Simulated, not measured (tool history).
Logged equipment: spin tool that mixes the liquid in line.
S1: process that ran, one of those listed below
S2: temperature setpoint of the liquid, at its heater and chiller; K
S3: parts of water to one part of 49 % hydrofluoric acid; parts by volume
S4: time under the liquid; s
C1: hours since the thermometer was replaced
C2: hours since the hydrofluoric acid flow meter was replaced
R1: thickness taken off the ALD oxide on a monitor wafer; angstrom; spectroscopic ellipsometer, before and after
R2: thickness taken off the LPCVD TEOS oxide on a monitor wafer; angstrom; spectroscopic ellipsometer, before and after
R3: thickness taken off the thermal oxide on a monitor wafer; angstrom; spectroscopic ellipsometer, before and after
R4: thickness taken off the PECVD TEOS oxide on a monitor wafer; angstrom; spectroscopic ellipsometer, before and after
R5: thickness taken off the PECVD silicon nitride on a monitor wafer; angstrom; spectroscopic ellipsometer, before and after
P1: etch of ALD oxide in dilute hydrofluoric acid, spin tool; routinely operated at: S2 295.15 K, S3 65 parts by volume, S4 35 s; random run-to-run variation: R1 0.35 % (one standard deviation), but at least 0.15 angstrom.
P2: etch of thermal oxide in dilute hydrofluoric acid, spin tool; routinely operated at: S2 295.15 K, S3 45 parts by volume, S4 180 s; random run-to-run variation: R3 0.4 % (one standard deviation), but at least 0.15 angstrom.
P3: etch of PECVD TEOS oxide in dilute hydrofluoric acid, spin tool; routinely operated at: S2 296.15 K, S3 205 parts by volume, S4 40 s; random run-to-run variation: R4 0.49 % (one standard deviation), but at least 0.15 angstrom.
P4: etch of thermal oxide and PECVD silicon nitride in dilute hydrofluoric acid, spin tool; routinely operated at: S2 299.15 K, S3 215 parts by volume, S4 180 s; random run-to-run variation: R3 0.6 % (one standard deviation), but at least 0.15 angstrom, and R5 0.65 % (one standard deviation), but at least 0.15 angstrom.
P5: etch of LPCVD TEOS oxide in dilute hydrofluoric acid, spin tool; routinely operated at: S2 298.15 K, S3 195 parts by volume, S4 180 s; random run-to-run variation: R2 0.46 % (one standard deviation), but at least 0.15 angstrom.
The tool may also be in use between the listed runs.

| run | hour | S1 | S2 | S3 | S4 | C1 | C2 | R1 | R2 | R3 | R4 | R5 |
|---|---|---|---|---|---|---|---|---|---|---|---|---|
| 1 | 14.3 | P1 | 295.15 | 65 | 35 | 570.6 | 1167.5 | 111.640 |  |  |  |  |
| 2 | 30.6 | P5 | 298.15 | 195 | 315 | 586.9 | 1183.8 |  | 650.88 |  |  |  |
| 3 | 46.6 | P5 | 306.65 | 195 | 180 | 602.9 | 1199.8 |  | 502.28 |  |  |  |
| 4 | 59.6 | P1 | 295.15 | 65 | 70 | 615.9 | 1212.8 | 223.870 |  |  |  |  |
| 5 | 72.6 | P2 | 295.15 | 45 | 360 | 628.9 | 1225.8 |  |  | 375.930 |  |  |
| 6 | 90.0 | P3 | 296.15 | 205 | 40 | 646.3 | 1243.2 |  |  |  | 44.724 |  |
| 7 | 99.3 | P5 | 298.15 | 40 | 180 | 655.6 | 1252.5 |  | 2214.70 |  |  |  |
| 8 | 111.6 | P1 | 295.15 | 65 | 35 | 667.9 | 1264.8 | 112.140 |  |  |  |  |
| 9 | 121.0 | P3 | 296.15 | 320 | 40 | 677.3 | 1274.2 |  |  |  | 25.872 |  |
| 10 | 136.5 | P1 | 302.15 | 25 | 35 | 692.8 | 1289.7 | 411.040 |  |  |  |  |
| 11 | 149.5 | P4 | 299.15 | 215 | 180 | 705.8 | 1302.7 |  |  | 36.827 |  | 45.444 |
| 12 | 161.0 | P1 | 295.15 | 40 | 35 | 717.3 | 1314.2 | 188.620 |  |  |  |  |
| 13 | 174.4 | P4 | 299.15 | 400 | 180 | 730.7 | 1327.6 |  |  | 16.234 |  | 24.993 |
| 14 | 185.0 | P1 | 295.15 | 65 | 35 | 741.3 | 1338.2 | 111.900 |  |  |  |  |
| 15 | 196.7 | P4 | 299.15 | 215 | 355 | 753.0 | 1349.9 |  |  | 72.480 |  | 89.906 |
|  | 200.1 | hydrofluoric acid flow meter replaced |
| 16 | 207.0 | P3 | 296.15 | 205 | 75 | 763.3 | 7.0 |  |  |  | 83.955 |  |
| 17 | 217.2 | P2 | 300.65 | 45 | 180 | 773.5 | 17.2 |  |  | 234.630 |  |  |
| 18 | 232.2 | P3 | 290.15 | 205 | 40 | 788.5 | 32.2 |  |  |  | 35.504 |  |
| 19 | 244.9 | P5 | 298.15 | 195 | 180 | 801.2 | 44.9 |  | 373.02 |  |  |  |
| 20 | 255.0 | P1 | 295.15 | 65 | 20 | 811.3 | 55.0 | 64.254 |  |  |  |  |
| 21 | 270.7 | P1 | 298.65 | 65 | 35 | 827.0 | 70.7 | 129.000 |  |  |  |  |
| 22 | 281.5 | P2 | 295.15 | 45 | 180 | 837.8 | 81.5 |  |  | 186.990 |  |  |
| 23 | 293.8 | P1 | 295.15 | 115 | 35 | 850.1 | 93.8 | 59.830 |  |  |  |  |
| 24 | 304.2 | P1 | 290.65 | 65 | 35 | 860.5 | 104.2 | 92.963 |  |  |  |  |
| 25 | 320.1 | P1 | 295.15 | 65 | 35 | 876.4 | 120.1 | 112.170 |  |  |  |  |
| 26 | 331.6 | P4 | 291.65 | 215 | 180 | 887.9 | 131.6 |  |  | 27.998 |  | 28.416 |
| 27 | 342.2 | P2 | 295.15 | 70 | 180 | 898.5 | 142.2 |  |  | 116.240 |  |  |
| 28 | 358.1 | P1 | 295.15 | 65 | 35 | 914.4 | 158.1 | 112.410 |  |  |  |  |
| 29 | 372.5 | P1 | 295.15 | 65 | 35 | 928.8 | 172.5 | 115.430 |  |  |  |  |
| 30 | 381.8 | P1 | 295.15 | 65 | 35 | 938.1 | 181.8 | 117.550 |  |  |  |  |
| 31 | 391.8 | P1 | 295.15 | 65 | 35 | 948.1 | 191.8 | 118.510 |  |  |  |  |
| 32 | 408.0 | P1 | 295.15 | 65 | 35 | 964.3 | 208.0 | 119.320 |  |  |  |  |
| 33 | 421.2 | P1 | 295.15 | 65 | 35 | 977.5 | 221.2 | 120.190 |  |  |  |  |
| 34 | 435.5 | P1 | 295.15 | 65 | 35 | 991.8 | 235.5 | 120.440 |  |  |  |  |
| 35 | 446.3 | P1 | 295.15 | 65 | 35 | 1002.6 | 246.3 | 121.510 |  |  |  |  |
| 36 | 459.5 | P1 | 295.15 | 65 | 35 | 1015.8 | 259.5 | 121.780 |  |  |  |  |
| 37 | 472.8 | P1 | 295.15 | 65 | 35 | 1029.1 | 272.8 | 121.130 |  |  |  |  |

Compared with where it was, what P1 gives has crept away. Each cause listed below fits the log as well as the rest, at the size given for it:
A: hydrofluoric acid flow above the setpoint (%) = 7.45
B: liquid hotter than its thermometer reads (K) = 1.89
The drift started at roughly hour 358.1.

Each of the check runs listed below is run on 2 wafers and reports their average, with the results left as question marks. Pick the one under which the possible causes would lead to clearly different results.
| check 1 | 486.1 | P4 | 292.15 | 290 | 180 |  |  |  |  | ? |  | ? |
| check 2 | 486.1 | P2 | 295.15 | 65 | 325 |  |  |  |  | ? |  |  |
| check 3 | 486.1 | P3 | 290.15 | 205 | 40 |  |  |  |  |  | ? |  |
| check 4 | 486.1 | P5 | 298.15 | 60 | 180 |  |  |  | ? |  |  |  |

What each check would give under each cause:
| check | result | if A | if B |
|---|---|---|---|
| check 1 | R3 | 21.536 | 21.103 |
| check 1 | R5 | 23.594 | 24.837 |
| check 2 | R3 | 246.030 | 246.040 |
| check 3 | R4 | 38.645 | 38.243 |
| check 4 | R2 | 1540.50 | 1538.20 |
Minimum pairwise separation of causes per check, each pair taken at its best-separating result: check 1 5.14 %; check 2 0 %; check 3 1.05 %; check 4 0.15 %
Check 1 distinguishes between the causes, while the remaining checks would return nearly the same result for all of them.

Here is what check 1 returned: R3 21.492 angstrom; R5 23.502 angstrom. Which cause is it?

A is the cause: hydrofluoric acid flow above the setpoint (%).

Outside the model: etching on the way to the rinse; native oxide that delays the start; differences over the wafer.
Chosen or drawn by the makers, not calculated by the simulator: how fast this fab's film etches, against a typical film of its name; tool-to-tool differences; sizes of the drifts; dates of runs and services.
